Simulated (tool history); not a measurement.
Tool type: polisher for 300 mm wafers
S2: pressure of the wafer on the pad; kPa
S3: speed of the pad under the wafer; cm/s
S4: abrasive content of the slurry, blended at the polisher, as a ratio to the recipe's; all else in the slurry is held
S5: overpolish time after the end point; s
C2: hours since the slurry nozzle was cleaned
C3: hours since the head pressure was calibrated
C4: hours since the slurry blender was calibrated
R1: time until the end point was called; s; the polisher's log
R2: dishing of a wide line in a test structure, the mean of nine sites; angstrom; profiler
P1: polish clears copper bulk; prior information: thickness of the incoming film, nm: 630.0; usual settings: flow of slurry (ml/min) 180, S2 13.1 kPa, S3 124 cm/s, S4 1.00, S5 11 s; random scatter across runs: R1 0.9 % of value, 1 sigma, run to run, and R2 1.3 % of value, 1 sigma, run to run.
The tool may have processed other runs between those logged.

{"run": 1, "hour": 12.0, "flow of slurry (ml/min)": 180, "S2": 13.1, "S3": 124, "S4": 1.0, "S5": 11, "wafers polished on this pad": 655, "C2": 115.8, "C3": 335.9, "C4": 205.1, "R1": 70.147, "R2": 628.96}
{"run": 2, "hour": 26.2, "flow of slurry (ml/min)": 110, "S2": 13.1, "S3": 124, "S4": 1.0, "S5": 4, "wafers polished on this pad": 746, "C2": 130.0, "C3": 350.1, "C4": 219.3, "R1": 77.143, "R2": 241.92}
{"run": 3, "hour": 36.1, "flow of slurry (ml/min)": 180, "S2": 6.2, "S3": 124, "S4": 1.0, "S5": 11, "wafers polished on this pad": 809, "C2": 139.9, "C3": 360.0, "C4": 229.2, "R1": 149.79, "R2": 307.61}
{"run": 4, "hour": 46.3, "flow of slurry (ml/min)": 180, "S2": 13.1, "S3": 124, "S4": 1.0, "S5": 22, "wafers polished on this pad": 874, "C2": 150.1, "C3": 370.2, "C4": 239.4, "R1": 71.657, "R2": 985.1}
{"run": 5, "hour": 63.4, "flow of slurry (ml/min)": 110, "S2": 13.1, "S3": 124, "S4": 1.0, "S5": 11, "wafers polished on this pad": 984, "C2": 167.2, "C3": 387.3, "C4": 256.5, "R1": 75.739, "R2": 581.93}
{"run": 6, "hour": 75.9, "flow of slurry (ml/min)": 260, "S2": 13.1, "S3": 124, "S4": 1.0, "S5": 11, "wafers polished on this pad": 1064, "C2": 179.7, "C3": 399.8, "C4": 269.0, "R1": 68.168, "R2": 629.93}
{"run": 7, "hour": 93.6, "flow of slurry (ml/min)": 180, "S2": 13.1, "S3": 68, "S4": 1.0, "S5": 11, "wafers polished on this pad": 1177, "C2": 197.4, "C3": 417.5, "C4": 286.7, "R1": 128.81, "R2": 379.7}
{"run": 8, "hour": 111.3, "flow of slurry (ml/min)": 180, "S2": 13.1, "S3": 124, "S4": 1.0, "S5": 11, "wafers polished on this pad": 1290, "C2": 215.1, "C3": 435.2, "C4": 304.4, "R1": 71.6, "R2": 619.31}
{"hour": 113.0, "done": "slurry nozzle cleaned"}
{"run": 9, "hour": 124.9, "flow of slurry (ml/min)": 180, "S2": 13.1, "S3": 124, "S4": 0.7, "S5": 11, "wafers polished on this pad": 1377, "C2": 12.0, "C3": 448.8, "C4": 318.0, "R1": 76.762, "R2": 574.78}
{"run": 10, "hour": 140.2, "flow of slurry (ml/min)": 180, "S2": 13.1, "S3": 124, "S4": 1.0, "S5": 11, "wafers polished on this pad": 1475, "C2": 27.3, "C3": 464.1, "C4": 333.3, "R1": 70.246, "R2": 632.03}
{"run": 11, "hour": 149.7, "flow of slurry (ml/min)": 180, "S2": 13.1, "S3": 124, "S4": 1.0, "S5": 11, "wafers polished on this pad": 1536, "C2": 36.8, "C3": 473.6, "C4": 342.8, "R1": 70.786, "R2": 624.65}
{"run": 12, "hour": 166.5, "flow of slurry (ml/min)": 180, "S2": 20.0, "S3": 124, "S4": 1.0, "S5": 11, "wafers polished on this pad": 1643, "C2": 53.6, "C3": 490.4, "C4": 359.6, "R1": 46.053, "R2": 892.45}
{"run": 13, "hour": 182.8, "flow of slurry (ml/min)": 180, "S2": 13.1, "S3": 124, "S4": 1.35, "S5": 11, "wafers polished on this pad": 1747, "C2": 69.9, "C3": 506.7, "C4": 375.9, "R1": 65.096, "R2": 634.94}
{"run": 14, "hour": 194.1, "flow of slurry (ml/min)": 180, "S2": 13.1, "S3": 182, "S4": 1.0, "S5": 11, "wafers polished on this pad": 1820, "C2": 81.2, "C3": 518.0, "C4": 387.2, "R1": 47.49, "R2": 828.66}
{"run": 15, "hour": 206.8, "flow of slurry (ml/min)": 180, "S2": 13.1, "S3": 124, "S4": 1.0, "S5": 11, "wafers polished on this pad": 1901, "C2": 93.9, "C3": 530.7, "C4": 399.9, "R1": 69.224, "R2": 629.63}
{"run": 16, "hour": 222.1, "flow of slurry (ml/min)": 265, "S2": 13.1, "S3": 124, "S4": 1.0, "S5": 16, "wafers polished on this pad": 1999, "C2": 109.2, "C3": 546.0, "C4": 415.2, "R1": 67.347, "R2": 817.1}
{"run": 17, "hour": 232.5, "flow of slurry (ml/min)": 180, "S2": 8.3, "S3": 124, "S4": 1.0, "S5": 6, "wafers polished on this pad": 2065, "C2": 119.6, "C3": 556.4, "C4": 425.6, "R1": 110.22, "R2": 246.41}
{"run": 18, "hour": 248.4, "flow of slurry (ml/min)": 180, "S2": 13.1, "S3": 124, "S4": 1.0, "S5": 11, "wafers polished on this pad": 2167, "C2": 135.5, "C3": 572.3, "C4": 441.5, "R1": 69.926, "R2": 631.1}
{"run": 19, "hour": 261.7, "flow of slurry (ml/min)": 180, "S2": 13.1, "S3": 124, "S4": 1.0, "S5": 3, "wafers polished on this pad": 2252, "C2": 148.8, "C3": 585.6, "C4": 454.8, "R1": 70.236, "R2": 200.43}
{"run": 20, "hour": 276.0, "flow of slurry (ml/min)": 180, "S2": 13.1, "S3": 124, "S4": 1.0, "S5": 11, "wafers polished on this pad": 2344, "C2": 163.1, "C3": 599.9, "C4": 469.1, "R1": 71.132, "R2": 631.73}
{"run": 21, "hour": 284.9, "flow of slurry (ml/min)": 180, "S2": 13.1, "S3": 124, "S4": 1.0, "S5": 11, "wafers polished on this pad": 2400, "C2": 172.0, "C3": 608.8, "C4": 478.0, "R1": 69.987, "R2": 623.06}
{"run": 22, "hour": 294.0, "flow of slurry (ml/min)": 180, "S2": 13.1, "S3": 124, "S4": 1.0, "S5": 11, "wafers polished on this pad": 2459, "C2": 181.1, "C3": 617.9, "C4": 487.1, "R1": 71.968, "R2": 608.82}
{"run": 23, "hour": 305.2, "flow of slurry (ml/min)": 180, "S2": 13.1, "S3": 124, "S4": 1.0, "S5": 11, "wafers polished on this pad": 2530, "C2": 192.3, "C3": 629.1, "C4": 498.3, "R1": 72.622, "R2": 599.32}
{"run": 24, "hour": 315.8, "flow of slurry (ml/min)": 180, "S2": 13.1, "S3": 124, "S4": 1.0, "S5": 11, "wafers polished on this pad": 2598, "C2": 202.9, "C3": 639.7, "C4": 508.9, "R1": 73.636, "R2": 606.22}
{"run": 25, "hour": 327.8, "flow of slurry (ml/min)": 180, "S2": 13.1, "S3": 124, "S4": 1.0, "S5": 11, "wafers polished on this pad": 2675, "C2": 214.9, "C3": 651.7, "C4": 520.9, "R1": 74.284, "R2": 597.81}
{"run": 26, "hour": 338.7, "flow of slurry (ml/min)": 180, "S2": 13.1, "S3": 124, "S4": 1.0, "S5": 11, "wafers polished on this pad": 2745, "C2": 225.8, "C3": 662.6, "C4": 531.8, "R1": 73.445, "R2": 581.47}
{"hour": 338.9, "done": "slurry blender recalibrated"}
{"run": 27, "hour": 351.1, "flow of slurry (ml/min)": 180, "S2": 13.1, "S3": 124, "S4": 1.0, "S5": 11, "wafers polished on this pad": 2824, "C2": 238.2, "C3": 675.0, "C4": 12.3, "R1": 75.434, "R2": 602.6}
{"hour": 360.0, "done": "head pressure recalibrated"}
{"run": 28, "hour": 363.9, "flow of slurry (ml/min)": 180, "S2": 13.1, "S3": 124, "S4": 1.0, "S5": 11, "wafers polished on this pad": 2906, "C2": 251.0, "C3": 3.9, "C4": 25.1, "R1": 73.882, "R2": 594.28}
{"run": 29, "hour": 381.9, "flow of slurry (ml/min)": 180, "S2": 13.1, "S3": 124, "S4": 1.0, "S5": 11, "wafers polished on this pad": 3021, "C2": 269.0, "C3": 21.9, "C4": 43.1, "R1": 73.94, "R2": 587.36}
{"run": 30, "hour": 395.1, "flow of slurry (ml/min)": 180, "S2": 13.1, "S3": 124, "S4": 1.0, "S5": 11, "wafers polished on this pad": 3105, "C2": 282.2, "C3": 35.1, "C4": 56.3, "R1": 72.97, "R2": 595.03}

What P1 gives has crept off from where it sat before. The 2 causes that follow fit the log equally well, each at the size noted:
A: slurry flow missing at the pad, % = 28.4
B: removal rate lost through wear of the pad, % = 5.62
Onset of the creep was near hour 284.9.
Other possible causes, and why each is ruled out:
head's pressure below its setpoint, %: its service at hour 360.0 followed the start of the drift and did not put the process back to its old value
abrasive missing from the slurry, %: its service at hour 338.9 followed the start of the drift and did not put the process back to its old value

Consider the 4 check runs below, whose results appear as question marks and each of which averages 5 wafers. Which one distinguishes the causes, in that each cause would give it a clearly different result?
{"run": "check 1", "hour": 408.3, "flow of slurry (ml/min)": 180, "S2": 13.1, "S3": 124, "S4": 1.0, "S5": 4, "R1": "?", "R2": "?"}
{"run": "check 2", "hour": 408.3, "flow of slurry (ml/min)": 180, "S2": 9.0, "S3": 124, "S4": 1.0, "S5": 11, "R1": "?", "R2": "?"}
{"run": "check 3", "hour": 408.3, "flow of slurry (ml/min)": 180, "S2": 13.1, "S3": 86, "S4": 1.0, "S5": 11, "R1": "?", "R2": "?"}
{"run": "check 4", "hour": 408.3, "flow of slurry (ml/min)": 110, "S2": 13.1, "S3": 124, "S4": 1.0, "S5": 11, "R1": "?", "R2": "?"}

What every check run would give for each of its results, assuming each possible cause in turn:
check=check_1 result=R1 if_A=74.467 if_B=74.475
check=check_1 result=R2 if_A=250.05 if_B=250.02
check=check_2 result=R1 if_A=108.840 if_B=108.850
check=check_2 result=R2 if_A=421.75 if_B=421.71
check=check_3 result=R1 if_A=107.370 if_B=107.380
check=check_3 result=R2 if_A=441.66 if_B=441.62
check=check_4 result=R1 if_A=84.301 if_B=81.644
check=check_4 result=R2 if_A=538.74 if_B=552.68
How far apart the two closest causes lie, in the result that separates them most: check 1 0.01 %; check 2 0.01 %; check 3 0.01 %; check 4 3.2 %
Check 4 distinguishes between the causes, while the remaining checks would return nearly the same result for all of them.

Then check 4 was run and gave: R1 81.799 s; R2 556.59 angstrom. Which cause is it?

It was cause B: removal rate lost through wear of the pad, %.
